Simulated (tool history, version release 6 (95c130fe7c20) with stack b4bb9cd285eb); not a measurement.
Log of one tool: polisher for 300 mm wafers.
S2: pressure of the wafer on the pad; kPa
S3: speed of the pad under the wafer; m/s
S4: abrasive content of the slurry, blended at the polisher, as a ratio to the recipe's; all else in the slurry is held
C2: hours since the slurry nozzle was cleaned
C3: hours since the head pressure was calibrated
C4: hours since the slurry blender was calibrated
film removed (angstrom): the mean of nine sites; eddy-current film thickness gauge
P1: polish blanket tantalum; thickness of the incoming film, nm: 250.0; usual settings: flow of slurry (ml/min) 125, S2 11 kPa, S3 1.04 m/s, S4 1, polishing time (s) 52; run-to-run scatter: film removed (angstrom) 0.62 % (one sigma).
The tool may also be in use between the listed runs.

Run 1, hour 11.4: flow of slurry (ml/min) 125, S2 11 kPa, S3 1.04 m/s, S4 1, polishing time (s) 52; wafers polished on this pad 420; C2 389.7; C3 428.8; C4 142. Result: film removed (angstrom) 801.99.
Run 2, hour 21.6: flow of slurry (ml/min) 125, S2 11 kPa, S3 0.64 m/s, S4 1, polishing time (s) 52; wafers polished on this pad 542; C2 399.9; C3 439; C4 152.2. Result: film removed (angstrom) 490.05.
Run 3, hour 31.1: flow of slurry (ml/min) 125, S2 11 kPa, S3 1.04 m/s, S4 1, polishing time (s) 52; wafers polished on this pad 656; C2 409.4; C3 448.5; C4 161.7. Result: film removed (angstrom) 796.29.
Run 4, hour 45.8: flow of slurry (ml/min) 125, S2 11 kPa, S3 1.04 m/s, S4 0.6, polishing time (s) 52; wafers polished on this pad 832; C2 424.1; C3 463.2; C4 176.4. Result: film removed (angstrom) 667.62.
Run 5, hour 57.8: flow of slurry (ml/min) 125, S2 6.9 kPa, S3 1.04 m/s, S4 1, polishing time (s) 64; wafers polished on this pad 976; C2 436.1; C3 475.2; C4 188.4. Result: film removed (angstrom) 619.88.
Run 6, hour 72.4: flow of slurry (ml/min) 125, S2 11 kPa, S3 1.04 m/s, S4 1, polishing time (s) 71; wafers polished on this pad 1151; C2 450.7; C3 489.8; C4 203. Result: film removed (angstrom) 1091.5.
Run 7, hour 85.5: flow of slurry (ml/min) 125, S2 8.3 kPa, S3 1.04 m/s, S4 1, polishing time (s) 37; wafers polished on this pad 1308; C2 463.8; C3 502.9; C4 216.1. Result: film removed (angstrom) 427.59.
Run 8, hour 94.9: flow of slurry (ml/min) 125, S2 11 kPa, S3 1.04 m/s, S4 1, polishing time (s) 52; wafers polished on this pad 1421; C2 473.2; C3 512.3; C4 225.5. Result: film removed (angstrom) 798.53.
Run 9, hour 103.7: flow of slurry (ml/min) 125, S2 11 kPa, S3 1.04 m/s, S4 1, polishing time (s) 52; wafers polished on this pad 1526; C2 482; C3 521.1; C4 234.3. Result: film removed (angstrom) 800.18.
Run 10, hour 112.8: flow of slurry (ml/min) 125, S2 11 kPa, S3 1.04 m/s, S4 1, polishing time (s) 23; wafers polished on this pad 1635; C2 491.1; C3 530.2; C4 243.4. Result: film removed (angstrom) 351.58.
Run 11, hour 120.7: flow of slurry (ml/min) 125, S2 11 kPa, S3 1.04 m/s, S4 1, polishing time (s) 52; wafers polished on this pad 1730; C2 499; C3 538.1; C4 251.3. Result: film removed (angstrom) 801.25.
Run 12, hour 130.7: flow of slurry (ml/min) 125, S2 11 kPa, S3 1.04 m/s, S4 1, polishing time (s) 52; wafers polished on this pad 1850; C2 509; C3 548.1; C4 261.3. Result: film removed (angstrom) 803.17.
Run 13, hour 141.2: flow of slurry (ml/min) 125, S2 11 kPa, S3 1.04 m/s, S4 1, polishing time (s) 52; wafers polished on this pad 1976; C2 519.5; C3 558.6; C4 271.8. Result: film removed (angstrom) 794.89.
Run 14, hour 156.7: flow of slurry (ml/min) 75, S2 11 kPa, S3 1.04 m/s, S4 1, polishing time (s) 52; wafers polished on this pad 2161; C2 535; C3 574.1; C4 287.3. Result: film removed (angstrom) 701.18.
Run 15, hour 166.8: flow of slurry (ml/min) 125, S2 17.2 kPa, S3 1.04 m/s, S4 1, polishing time (s) 52; wafers polished on this pad 2282; C2 545.1; C3 584.2; C4 297.4. Result: film removed (angstrom) 1247.1.
Run 16, hour 174.3: flow of slurry (ml/min) 125, S2 6.2 kPa, S3 1.04 m/s, S4 1, polishing time (s) 52; wafers polished on this pad 2372; C2 552.6; C3 591.7; C4 304.9. Result: film removed (angstrom) 445.07.
Run 17, hour 184.3: flow of slurry (ml/min) 125, S2 11 kPa, S3 1.34 m/s, S4 1, polishing time (s) 52; wafers polished on this pad 2492; C2 562.6; C3 601.7; C4 314.9. Result: film removed (angstrom) 1024.9.
Run 18, hour 199.9: flow of slurry (ml/min) 165, S2 11 kPa, S3 1.04 m/s, S4 1, polishing time (s) 52; wafers polished on this pad 2679; C2 578.2; C3 617.3; C4 330.5. Result: film removed (angstrom) 847.67.
Run 19, hour 207.5: flow of slurry (ml/min) 125, S2 11 kPa, S3 1.04 m/s, S4 1.4, polishing time (s) 52; wafers polished on this pad 2770; C2 585.8; C3 624.9; C4 338.1. Result: film removed (angstrom) 878.05.
Run 20, hour 219.7: flow of slurry (ml/min) 125, S2 11 kPa, S3 1.04 m/s, S4 1, polishing time (s) 52; wafers polished on this pad 2916; C2 598; C3 637.1; C4 350.3. Result: film removed (angstrom) 795.72.
Run 21, hour 231.8: flow of slurry (ml/min) 125, S2 11 kPa, S3 1.04 m/s, S4 1, polishing time (s) 52; wafers polished on this pad 3061; C2 610.1; C3 649.2; C4 362.4. Result: film removed (angstrom) 761.42.
Run 22, hour 243.8: flow of slurry (ml/min) 125, S2 11 kPa, S3 1.04 m/s, S4 1, polishing time (s) 52; wafers polished on this pad 3205; C2 622.1; C3 661.2; C4 374.4. Result: film removed (angstrom) 738.04.
At hour 252.4: worn pad replaced by a new one.
Run 23, hour 255.9: flow of slurry (ml/min) 125, S2 11 kPa, S3 1.04 m/s, S4 1, polishing time (s) 52; wafers polished on this pad 42; C2 634.2; C3 673.3; C4 386.5. Result: film removed (angstrom) 736.05.
Run 24, hour 271: flow of slurry (ml/min) 125, S2 11 kPa, S3 1.04 m/s, S4 1, polishing time (s) 52; wafers polished on this pad 223; C2 649.3; C3 688.4; C4 401.6. Result: film removed (angstrom) 727.77.
Run 25, hour 280.6: flow of slurry (ml/min) 125, S2 11 kPa, S3 1.04 m/s, S4 1, polishing time (s) 52; wafers polished on this pad 338; C2 658.9; C3 698; C4 411.2. Result: film removed (angstrom) 725.13.
At hour 281: slurry blender recalibrated.
Run 26, hour 296.3: flow of slurry (ml/min) 125, S2 11 kPa, S3 1.04 m/s, S4 1, polishing time (s) 52; wafers polished on this pad 526; C2 674.6; C3 713.7; C4 15.4. Result: film removed (angstrom) 716.98.
Run 27, hour 305.6: flow of slurry (ml/min) 125, S2 11 kPa, S3 1.04 m/s, S4 1, polishing time (s) 52; wafers polished on this pad 638; C2 683.9; C3 723; C4 24.7. Result: film removed (angstrom) 717.62.

What P1 gives has crept away from where it was. These 2 causes fit the log equally well, each at the size given:
A: slurry flow missing at the pad, % = 36.2
B: head's pressure below its setpoint, % = 10.6
The creep began at about hour 219.7.
Why every other cause is out:
removal rate lost through wear of the pad, %: serviced at hour 252.4, which brought nothing back
abrasive missing from the slurry, %: serviced at hour 281, which brought nothing back

4 check runs are offered, each on 5 wafers whose results are averaged, their results left as question marks. Which one tells the causes apart?
Run check 1, hour 314.9: flow of slurry (ml/min) 125, S2 8.3 kPa, S3 1.04 m/s, S4 1, polishing time (s) 52. Result: film removed (angstrom) ?.
Run check 2, hour 314.9: flow of slurry (ml/min) 160, S2 11 kPa, S3 1.04 m/s, S4 1, polishing time (s) 52. Result: film removed (angstrom) ?.
Run check 3, hour 314.9: flow of slurry (ml/min) 125, S2 11 kPa, S3 1.04 m/s, S4 1, polishing time (s) 42. Result: film removed (angstrom) ?.
Run check 4, hour 314.9: flow of slurry (ml/min) 125, S2 7.6 kPa, S3 1.04 m/s, S4 1, polishing time (s) 39. Result: film removed (angstrom) ?.

What each check would give under each cause:
  check                   result    if A    if B
check 1  film removed (angstrom)  535.25  535.54
check 2  film removed (angstrom)  763.37  746.93
check 3  film removed (angstrom)  576.42  576.74
check 4  film removed (angstrom)  367.98  368.19
How far apart the two closest causes lie, in the result that separates them most: check 1 0.06 %; check 2 2.18 %; check 3 0.06 %; check 4 0.06 %
Check 2 tells the causes apart: in the others they would give nearly the same result.

Check 2 was then run and gave: film removed (angstrom) 745.41. Which cause is it?

It is B: head's pressure below its setpoint, %.
